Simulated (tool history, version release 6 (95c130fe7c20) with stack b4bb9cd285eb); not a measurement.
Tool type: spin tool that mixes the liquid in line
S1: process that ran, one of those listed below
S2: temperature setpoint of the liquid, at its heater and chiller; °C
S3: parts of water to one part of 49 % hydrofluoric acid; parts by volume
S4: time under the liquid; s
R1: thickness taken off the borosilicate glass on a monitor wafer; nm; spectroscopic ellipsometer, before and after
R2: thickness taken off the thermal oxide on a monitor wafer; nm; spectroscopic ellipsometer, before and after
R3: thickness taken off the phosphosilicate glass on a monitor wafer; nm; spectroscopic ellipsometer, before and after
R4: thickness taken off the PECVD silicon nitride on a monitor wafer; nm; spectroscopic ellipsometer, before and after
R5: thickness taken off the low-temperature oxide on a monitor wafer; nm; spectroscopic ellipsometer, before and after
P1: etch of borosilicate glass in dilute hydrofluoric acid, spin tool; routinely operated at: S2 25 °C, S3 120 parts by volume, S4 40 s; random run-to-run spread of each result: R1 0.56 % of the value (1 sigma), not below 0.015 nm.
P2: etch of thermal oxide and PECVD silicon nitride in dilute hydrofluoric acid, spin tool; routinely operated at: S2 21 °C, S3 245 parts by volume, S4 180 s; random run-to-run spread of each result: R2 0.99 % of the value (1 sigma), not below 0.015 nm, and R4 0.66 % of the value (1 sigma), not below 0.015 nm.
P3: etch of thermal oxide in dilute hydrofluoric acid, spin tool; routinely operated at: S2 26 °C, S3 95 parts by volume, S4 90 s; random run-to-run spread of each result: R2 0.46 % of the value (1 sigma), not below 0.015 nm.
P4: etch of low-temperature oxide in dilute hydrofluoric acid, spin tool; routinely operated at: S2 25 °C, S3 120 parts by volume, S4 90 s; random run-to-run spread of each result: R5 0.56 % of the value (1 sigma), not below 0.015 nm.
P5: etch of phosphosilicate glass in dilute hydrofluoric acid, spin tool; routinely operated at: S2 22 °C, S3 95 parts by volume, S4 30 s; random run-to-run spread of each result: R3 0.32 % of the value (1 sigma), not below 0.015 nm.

| run | hour | S1 | S2 | S3 | S4 | R1 | R2 | R3 | R4 | R5 |
|---|---|---|---|---|---|---|---|---|---|---|
| 1 | 12.5 | P1 | 25 | 120 | 40 | 6.7178 |  |  |  |  |
| 2 | 24.6 | P3 | 17.5 | 95 | 90 |  | 3.4494 |  |  |  |
| 3 | 34.3 | P1 | 25 | 120 | 40 | 6.7016 |  |  |  |  |
| 4 | 45.4 | P1 | 25 | 120 | 40 | 6.7793 |  |  |  |  |
| 5 | 53.9 | P3 | 26 | 95 | 15 |  | 0.83042 |  |  |  |
| 6 | 60.8 | P3 | 26 | 155 | 90 |  | 2.784 |  |  |  |
| 7 | 70.9 | P5 | 22 | 95 | 30 |  |  | 19.153 |  |  |
| 8 | 76.9 | P2 | 21 | 245 | 180 |  | 2.7166 |  | 3.4774 |  |
| 9 | 85.7 | P4 | 17.5 | 120 | 90 |  |  |  |  | 9.2941 |
| 10 | 92.1 | P1 | 25 | 215 | 40 | 3.3302 |  |  |  |  |
| 11 | 97.9 | P5 | 22 | 95 | 45 |  |  | 28.755 |  |  |
| 12 | 104.8 | P2 | 21 | 75 | 180 |  | 10.607 |  | 10.878 |  |
| 13 | 117.2 | P2 | 29 | 245 | 180 |  | 3.5929 |  | 5.6725 |  |
| 14 | 128.1 | P5 | 22 | 55 | 30 |  |  | 34.662 |  |  |
| 15 | 135.5 | P2 | 21 | 245 | 180 |  | 2.6878 |  | 3.3795 |  |
| 16 | 144.8 | P1 | 25 | 120 | 20 | 3.3799 |  |  |  |  |
| 17 | 157.9 | P1 | 29 | 170 | 40 | 5.226 |  |  |  |  |
| 18 | 166.3 | P1 | 25 | 120 | 40 | 6.7622 |  |  |  |  |
| 19 | 177.4 | P4 | 25 | 120 | 140 |  |  |  |  | 19.583 |
| 20 | 190.4 | P4 | 25 | 120 | 90 |  |  |  |  | 12.615 |
| 21 | 197.5 | P4 | 25 | 195 | 90 |  |  |  |  | 7.1398 |
| 22 | 210.1 | P1 | 25 | 120 | 40 | 6.7266 |  |  |  |  |
| 23 | 221.6 | P1 | 25 | 120 | 40 | 6.776 |  |  |  |  |
| 24 | 231.4 | P1 | 25 | 120 | 40 | 6.7966 |  |  |  |  |
| 25 | 244.3 | P1 | 30 | 120 | 40 | 8.1664 |  |  |  |  |
| 26 | 256.3 | P5 | 29.5 | 95 | 30 |  |  | 25.815 |  |  |
| 27 | 266.5 | P1 | 18.5 | 120 | 40 | 5.2245 |  |  |  |  |
| 28 | 279.4 | P1 | 25 | 120 | 65 | 10.933 |  |  |  |  |
| 29 | 289 | P2 | 21 | 245 | 360 |  | 5.4767 |  | 6.9624 |  |
| 30 | 296.1 | P1 | 17.5 | 75 | 40 | 8.3881 |  |  |  |  |
| 31 | 306.6 | P1 | 25 | 25 | 40 | 36.841 |  |  |  |  |
| 32 | 314.1 | P3 | 26 | 95 | 90 |  | 4.862 |  |  |  |
| 33 | 325.2 | P1 | 25 | 120 | 40 | 6.7066 |  |  |  |  |
| 34 | 330.9 | P1 | 25 | 120 | 40 | 6.6836 |  |  |  |  |
| 35 | 336.6 | P1 | 25 | 120 | 40 | 6.5605 |  |  |  |  |
| 36 | 349.4 | P1 | 25 | 120 | 40 | 6.3958 |  |  |  |  |
| 37 | 362.2 | P1 | 25 | 120 | 40 | 6.3958 |  |  |  |  |
| 38 | 373.2 | P1 | 25 | 120 | 40 | 6.3638 |  |  |  |  |
| 39 | 385.5 | P1 | 25 | 120 | 40 | 6.3954 |  |  |  |  |
| 40 | 391.7 | P1 | 25 | 120 | 40 | 6.379 |  |  |  |  |

The log shows P1 creeping away from where it was. Any of the 2 causes listed here, at the size stated for it, fits the log just as well as the others:
A: liquid colder than its thermometer reads (K) = 1.41
B: hydrofluoric acid flow below the setpoint (%) = 4.65
Onset of the creep was near hour 325.2.

Which of the check runs below tells the causes apart, meaning the causes would give it clearly different results? Each run uses 2 wafers whose results are averaged, and each result is shown as a question mark.
| check 1 | 397.9 | P5 | 28.5 | 95 | 30 |  |  | ? |  |  |
| check 2 | 397.9 | P4 | 25 | 155 | 90 |  |  |  |  | ? |
| check 3 | 397.9 | P2 | 21 | 165 | 355 |  | ? |  | ? |  |
| check 4 | 397.9 | P3 | 18 | 95 | 15 |  | ? |  |  |  |

How each check would come out, cause by cause:
| check | result | if A | if B |
|---|---|---|---|
| check 1 | R3 | 23.4 | 23.405 |
| check 2 | R5 | 8.9016 | 8.8766 |
| check 3 | R2 | 8.1016 | 8.0968 |
| check 3 | R4 | 9.092 | 9.5284 |
| check 4 | R2 | 0.55268 | 0.55655 |
Per-check spread between the two closest causes, in the result where they differ most: check 1 0.02 %; check 2 0.28 %; check 3 4.69 %; check 4 0.7 %
The causes can be told apart only by check 3. The other checks would give nearly the same results under each of them.

After running check 3, the following was obtained: R2 8.1418 nm; R4 9.065 nm. Which cause does this point to?

The correct cause is A, namely: liquid colder than its thermometer reads (K).
